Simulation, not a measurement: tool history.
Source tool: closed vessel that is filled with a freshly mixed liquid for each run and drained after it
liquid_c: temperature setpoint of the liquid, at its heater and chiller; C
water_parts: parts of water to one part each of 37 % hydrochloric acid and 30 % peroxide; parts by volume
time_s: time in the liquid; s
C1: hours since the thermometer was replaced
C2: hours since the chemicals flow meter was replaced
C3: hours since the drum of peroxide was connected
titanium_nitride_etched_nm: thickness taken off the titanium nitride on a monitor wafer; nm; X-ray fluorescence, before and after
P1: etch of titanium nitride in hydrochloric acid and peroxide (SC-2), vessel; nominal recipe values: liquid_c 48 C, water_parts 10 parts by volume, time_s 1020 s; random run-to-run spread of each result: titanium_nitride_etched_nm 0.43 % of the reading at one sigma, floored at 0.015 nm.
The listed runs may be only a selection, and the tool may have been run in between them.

Run 1, hour 5.5: liquid_c 48 C, water_parts 10 parts by volume, time_s 1020 s; C1 689.1; C2 703.9; C3 504.5. Result: titanium_nitride_etched_nm 22.73 nm.
Run 2, hour 15.9: liquid_c 48 C, water_parts 10 parts by volume, time_s 1020 s; C1 699.5; C2 714.3; C3 514.9. Result: titanium_nitride_etched_nm 22.987 nm.
Run 3, hour 25.8: liquid_c 48 C, water_parts 4 parts by volume, time_s 1020 s; C1 709.4; C2 724.2; C3 524.8. Result: titanium_nitride_etched_nm 45.522 nm.
Run 4, hour 32.2: liquid_c 48 C, water_parts 10 parts by volume, time_s 1020 s; C1 715.8; C2 730.6; C3 531.2. Result: titanium_nitride_etched_nm 22.85 nm.
Run 5, hour 42.9: liquid_c 48 C, water_parts 4 parts by volume, time_s 325 s; C1 726.5; C2 741.3; C3 541.9. Result: titanium_nitride_etched_nm 14.579 nm.
Run 6, hour 51.5: liquid_c 48 C, water_parts 18 parts by volume, time_s 1020 s; C1 735.1; C2 749.9; C3 550.5. Result: titanium_nitride_etched_nm 13.706 nm.
Run 7, hour 59.2: liquid_c 35 C, water_parts 10 parts by volume, time_s 1020 s; C1 742.8; C2 757.6; C3 558.2. Result: titanium_nitride_etched_nm 9.1097 nm.
Run 8, hour 67.5: liquid_c 48 C, water_parts 10 parts by volume, time_s 1020 s; C1 751.1; C2 765.9; C3 566.5. Result: titanium_nitride_etched_nm 22.77 nm.
Run 9, hour 73.9: liquid_c 61 C, water_parts 10 parts by volume, time_s 1020 s; C1 757.5; C2 772.3; C3 572.9. Result: titanium_nitride_etched_nm 52.515 nm.
Run 10, hour 83.2: liquid_c 48 C, water_parts 10 parts by volume, time_s 125 s; C1 766.8; C2 781.6; C3 582.2. Result: titanium_nitride_etched_nm 2.803 nm.
Run 11, hour 89.1: liquid_c 48 C, water_parts 10 parts by volume, time_s 1020 s; C1 772.7; C2 787.5; C3 588.1. Result: titanium_nitride_etched_nm 22.771 nm.
Run 12, hour 100.8: liquid_c 48 C, water_parts 10 parts by volume, time_s 1930 s; C1 784.4; C2 799.2; C3 599.8. Result: titanium_nitride_etched_nm 43.061 nm.
Run 13, hour 107: liquid_c 48 C, water_parts 10 parts by volume, time_s 1020 s; C1 790.6; C2 805.4; C3 606. Result: titanium_nitride_etched_nm 22.653 nm.
Run 14, hour 112.1: liquid_c 48 C, water_parts 10 parts by volume, time_s 1020 s; C1 795.7; C2 810.5; C3 611.1. Result: titanium_nitride_etched_nm 23.134 nm.
Run 15, hour 120.4: liquid_c 48 C, water_parts 10 parts by volume, time_s 1020 s; C1 804; C2 818.8; C3 619.4. Result: titanium_nitride_etched_nm 23.615 nm.
Run 16, hour 131.6: liquid_c 48 C, water_parts 10 parts by volume, time_s 1020 s; C1 815.2; C2 830; C3 630.6. Result: titanium_nitride_etched_nm 24.193 nm.
Run 17, hour 143.2: liquid_c 48 C, water_parts 10 parts by volume, time_s 1020 s; C1 826.8; C2 841.6; C3 642.2. Result: titanium_nitride_etched_nm 24.29 nm.
Run 18, hour 154.3: liquid_c 48 C, water_parts 10 parts by volume, time_s 1020 s; C1 837.9; C2 852.7; C3 653.3. Result: titanium_nitride_etched_nm 24.395 nm.
Run 19, hour 161.3: liquid_c 48 C, water_parts 10 parts by volume, time_s 1020 s; C1 844.9; C2 859.7; C3 660.3. Result: titanium_nitride_etched_nm 24.468 nm.
Run 20, hour 171.3: liquid_c 48 C, water_parts 10 parts by volume, time_s 1020 s; C1 854.9; C2 869.7; C3 670.3. Result: titanium_nitride_etched_nm 24.487 nm.
Run 21, hour 178: liquid_c 48 C, water_parts 10 parts by volume, time_s 1020 s; C1 861.6; C2 876.4; C3 677. Result: titanium_nitride_etched_nm 24.716 nm.
Run 22, hour 183.8: liquid_c 48 C, water_parts 10 parts by volume, time_s 1020 s; C1 867.4; C2 882.2; C3 682.8. Result: titanium_nitride_etched_nm 24.727 nm.
Run 23, hour 189.3: liquid_c 48 C, water_parts 10 parts by volume, time_s 1020 s; C1 872.9; C2 887.7; C3 688.3. Result: titanium_nitride_etched_nm 24.68 nm.

What P1 gives has crept off from where it sat before. The 2 causes that follow fit the log equally well, each at the size noted:
A: chemicals flow above the setpoint (%) = 9.9
B: liquid hotter than its thermometer reads (K) = 1.16
The process output started creeping at around hour 107.
Each remaining cause and why it is not a fit:
peroxide weaker than its label (%): cannot exceed 8; that much would move titanium_nitride_etched_nm by -7.4 %, which falls short of the creep or goes against it

Which of the check runs below tells the causes apart, meaning the causes would give it clearly different results? Each run uses 3 wafers whose results are averaged, and each result is shown as a question mark.
Run check 1, hour 194.8: liquid_c 38 C, water_parts 4 parts by volume, time_s 1020 s. Result: titanium_nitride_etched_nm ?.
Run check 2, hour 194.8: liquid_c 48 C, water_parts 10 parts by volume, time_s 550 s. Result: titanium_nitride_etched_nm ?.
Run check 3, hour 194.8: liquid_c 59.5 C, water_parts 10 parts by volume, time_s 1715 s. Result: titanium_nitride_etched_nm ?.
Run check 4, hour 194.8: liquid_c 48 C, water_parts 17 parts by volume, time_s 1020 s. Result: titanium_nitride_etched_nm ?.

Expected result of each check under each candidate cause:
  check                      result    if A    if B
check 1  titanium_nitride_etched_nm  24.157  24.675
check 2  titanium_nitride_etched_nm  13.286  13.286
check 3  titanium_nitride_etched_nm  87.664  87.199
check 4  titanium_nitride_etched_nm  15.655  15.562
Distance between the nearest two causes, measured in the result of the check that separates them most: check 1 2.12 %; check 2 0 %; check 3 0.53 %; check 4 0.6 %
Check 1 is the one run that separates the causes; every other check would come out nearly the same whichever cause is at work.

After running check 1, the following was obtained: titanium_nitride_etched_nm 24.128 nm. Which cause does this point to?

The cause is A: chemicals flow above the setpoint (%).
